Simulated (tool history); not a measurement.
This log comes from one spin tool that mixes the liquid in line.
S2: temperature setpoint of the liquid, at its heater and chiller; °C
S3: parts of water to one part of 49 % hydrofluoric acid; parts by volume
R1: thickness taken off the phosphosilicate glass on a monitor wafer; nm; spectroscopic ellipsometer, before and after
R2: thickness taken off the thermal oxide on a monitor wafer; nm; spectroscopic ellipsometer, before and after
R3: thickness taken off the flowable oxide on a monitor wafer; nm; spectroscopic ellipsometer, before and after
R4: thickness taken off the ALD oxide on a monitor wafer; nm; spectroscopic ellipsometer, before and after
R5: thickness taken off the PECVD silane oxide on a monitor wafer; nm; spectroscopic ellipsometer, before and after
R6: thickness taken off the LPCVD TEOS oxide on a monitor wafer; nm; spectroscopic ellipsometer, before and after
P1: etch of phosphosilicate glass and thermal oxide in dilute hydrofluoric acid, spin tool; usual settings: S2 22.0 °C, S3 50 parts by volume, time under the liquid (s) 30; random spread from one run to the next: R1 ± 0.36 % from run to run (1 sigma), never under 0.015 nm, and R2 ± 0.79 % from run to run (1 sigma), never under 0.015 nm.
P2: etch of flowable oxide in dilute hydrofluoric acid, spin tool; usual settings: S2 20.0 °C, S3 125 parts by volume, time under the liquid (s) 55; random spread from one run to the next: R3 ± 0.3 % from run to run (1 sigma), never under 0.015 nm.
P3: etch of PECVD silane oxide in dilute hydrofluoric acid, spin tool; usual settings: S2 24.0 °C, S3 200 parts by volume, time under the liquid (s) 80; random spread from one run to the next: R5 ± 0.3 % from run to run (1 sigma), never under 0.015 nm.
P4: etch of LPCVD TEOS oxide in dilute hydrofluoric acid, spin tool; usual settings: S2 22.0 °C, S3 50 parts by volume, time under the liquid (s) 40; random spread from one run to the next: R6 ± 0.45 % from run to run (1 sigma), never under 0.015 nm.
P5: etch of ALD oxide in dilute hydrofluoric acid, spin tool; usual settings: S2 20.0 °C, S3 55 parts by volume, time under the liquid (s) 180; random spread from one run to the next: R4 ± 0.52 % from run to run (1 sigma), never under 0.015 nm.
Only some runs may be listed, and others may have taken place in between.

Run 1, hour 4.8: process that ran P1, S2 22.0 °C, S3 50 parts by volume, time under the liquid (s) 30. Result: R1 64.699 nm, R2 2.7309 nm.
Run 2, hour 10.7: process that ran P1, S2 22.0 °C, S3 50 parts by volume, time under the liquid (s) 30. Result: R1 64.450 nm, R2 2.7557 nm.
Run 3, hour 16.3: process that ran P1, S2 22.0 °C, S3 80 parts by volume, time under the liquid (s) 60. Result: R1 78.329 nm, R2 3.2946 nm.
Run 4, hour 22.2: process that ran P1, S2 22.0 °C, S3 50 parts by volume, time under the liquid (s) 30. Result: R1 63.982 nm, R2 2.7060 nm.
Run 5, hour 25.9: process that ran P2, S2 20.0 °C, S3 215 parts by volume, time under the liquid (s) 55. Result: R3 8.4894 nm.
Run 6, hour 30.2: process that ran P1, S2 27.5 °C, S3 50 parts by volume, time under the liquid (s) 30. Result: R1 81.072 nm, R2 3.4161 nm.
Run 7, hour 35.5: process that ran P2, S2 20.0 °C, S3 125 parts by volume, time under the liquid (s) 55. Result: R3 16.0780 nm.
Run 8, hour 41.8: process that ran P5, S2 20.0 °C, S3 80 parts by volume, time under the liquid (s) 180. Result: R4 28.841 nm.
Run 9, hour 47.2: process that ran P3, S2 32.5 °C, S3 200 parts by volume, time under the liquid (s) 80. Result: R5 13.5390 nm.
Run 10, hour 54.7: process that ran P2, S2 20.0 °C, S3 125 parts by volume, time under the liquid (s) 15. Result: R3 4.3797 nm.
Run 11, hour 62.2: process that ran P3, S2 24.0 °C, S3 65 parts by volume, time under the liquid (s) 80. Result: R5 35.8970 nm.
Run 12, hour 68.5: process that ran P1, S2 22.0 °C, S3 50 parts by volume, time under the liquid (s) 15. Result: R1 32.229 nm, R2 1.3338 nm.
Run 13, hour 74.9: process that ran P1, S2 22.0 °C, S3 50 parts by volume, time under the liquid (s) 30. Result: R1 64.430 nm, R2 2.7033 nm.
Run 14, hour 82.5: process that ran P4, S2 30.0 °C, S3 50 parts by volume, time under the liquid (s) 40. Result: R6 56.356 nm.
Run 15, hour 87.4: process that ran P1, S2 22.0 °C, S3 50 parts by volume, time under the liquid (s) 30. Result: R1 64.531 nm, R2 2.6845 nm.
Run 16, hour 93.0: process that ran P1, S2 19.0 °C, S3 50 parts by volume, time under the liquid (s) 15. Result: R1 28.337 nm, R2 1.2365 nm.
Run 17, hour 97.3: process that ran P2, S2 17.0 °C, S3 125 parts by volume, time under the liquid (s) 55. Result: R3 14.2640 nm.
Run 18, hour 102.2: process that ran P3, S2 24.0 °C, S3 200 parts by volume, time under the liquid (s) 15. Result: R5 1.8590 nm.
Run 19, hour 106.2: process that ran P3, S2 24.0 °C, S3 200 parts by volume, time under the liquid (s) 80. Result: R5 9.9257 nm.
Run 20, hour 112.7: process that ran P1, S2 17.0 °C, S3 50 parts by volume, time under the liquid (s) 15. Result: R1 26.054 nm, R2 1.1065 nm.
Run 21, hour 120.2: process that ran P4, S2 22.0 °C, S3 20 parts by volume, time under the liquid (s) 40. Result: R6 105.850 nm.
Run 22, hour 127.4: process that ran P1, S2 17.0 °C, S3 50 parts by volume, time under the liquid (s) 30. Result: R1 51.735 nm, R2 2.1716 nm.
Run 23, hour 132.0: process that ran P4, S2 22.0 °C, S3 50 parts by volume, time under the liquid (s) 40. Result: R6 40.707 nm.
Run 24, hour 138.0: process that ran P1, S2 22.0 °C, S3 50 parts by volume, time under the liquid (s) 50. Result: R1 107.830 nm, R2 4.4970 nm.
Run 25, hour 141.5: process that ran P1, S2 22.0 °C, S3 80 parts by volume, time under the liquid (s) 30. Result: R1 38.622 nm, R2 1.6529 nm.
Run 26, hour 146.8: process that ran P5, S2 17.0 °C, S3 55 parts by volume, time under the liquid (s) 180. Result: R4 38.137 nm.
Run 27, hour 151.8: process that ran P1, S2 22.0 °C, S3 50 parts by volume, time under the liquid (s) 30. Result: R1 64.350 nm, R2 2.7248 nm.
Run 28, hour 157.6: process that ran P5, S2 20.0 °C, S3 55 parts by volume, time under the liquid (s) 180. Result: R4 42.926 nm.
Run 29, hour 164.2: process that ran P1, S2 22.0 °C, S3 20 parts by volume, time under the liquid (s) 30. Result: R1 167.940 nm, R2 7.0614 nm.
Run 30, hour 168.8: process that ran P5, S2 20.0 °C, S3 55 parts by volume, time under the liquid (s) 95. Result: R4 22.946 nm.
Run 31, hour 174.3: process that ran P4, S2 22.0 °C, S3 50 parts by volume, time under the liquid (s) 65. Result: R6 66.394 nm.
Run 32, hour 179.1: process that ran P1, S2 22.0 °C, S3 50 parts by volume, time under the liquid (s) 30. Result: R1 64.911 nm, R2 2.6975 nm.
Run 33, hour 187.1: process that ran P1, S2 22.0 °C, S3 50 parts by volume, time under the liquid (s) 30. Result: R1 61.450 nm, R2 2.5623 nm.
Run 34, hour 192.8: process that ran P1, S2 22.0 °C, S3 50 parts by volume, time under the liquid (s) 30. Result: R1 60.081 nm, R2 2.5155 nm.
Run 35, hour 199.5: process that ran P1, S2 22.0 °C, S3 50 parts by volume, time under the liquid (s) 30. Result: R1 59.335 nm, R2 2.4828 nm.
Run 36, hour 203.1: process that ran P1, S2 22.0 °C, S3 50 parts by volume, time under the liquid (s) 30. Result: R1 58.481 nm, R2 2.4568 nm.
Run 37, hour 210.1: process that ran P1, S2 22.0 °C, S3 50 parts by volume, time under the liquid (s) 30. Result: R1 58.665 nm, R2 2.4579 nm.
Run 38, hour 214.2: process that ran P1, S2 22.0 °C, S3 50 parts by volume, time under the liquid (s) 30. Result: R1 59.033 nm, R2 2.4707 nm.
Run 39, hour 218.7: process that ran P1, S2 22.0 °C, S3 50 parts by volume, time under the liquid (s) 30. Result: R1 58.182 nm, R2 2.4191 nm.

P1 has crept away from where it was. The log is fitted equally well by each of these 2 causes, at the sizes shown:
A: hydrofluoric acid flow below the setpoint (%) = 8.73
B: liquid colder than its thermometer reads (K) = 2.31
Creep in the process output first set in at about hour 179.1.

Consider the 4 single-wafer check runs listed below, results given as question marks: which one distinguishes between the causes by giving clearly different results for each?
Run check 1, hour 223.2: process that ran P4, S2 28.5 °C, S3 50 parts by volume, time under the liquid (s) 55. Result: R6 ?.
Run check 2, hour 223.2: process that ran P2, S2 17.0 °C, S3 125 parts by volume, time under the liquid (s) 30. Result: R3 ?.
Run check 3, hour 223.2: process that ran P3, S2 31.0 °C, S3 200 parts by volume, time under the liquid (s) 80. Result: R5 ?.
Run check 4, hour 223.2: process that ran P5, S2 17.0 °C, S3 55 parts by volume, time under the liquid (s) 115. Result: R4 ?.

Check results expected under each cause:
  check  result     if A     if B
check 1      R6   66.521   66.907
check 2      R3   6.9867   7.0300
check 3      R5  11.3920  11.7990
check 4      R4   22.039   21.953
Minimum pairwise separation of causes per check, each pair taken at its best-separating result: check 1 0.58 %; check 2 0.62 %; check 3 3.51 %; check 4 0.39 %
Check 3 is the one run that separates the causes; every other check would come out nearly the same whichever cause is at work.

After running check 3, the following was obtained: R5 11.3680 nm. Which cause does this point to?

A is the cause: hydrofluoric acid flow below the setpoint (%).

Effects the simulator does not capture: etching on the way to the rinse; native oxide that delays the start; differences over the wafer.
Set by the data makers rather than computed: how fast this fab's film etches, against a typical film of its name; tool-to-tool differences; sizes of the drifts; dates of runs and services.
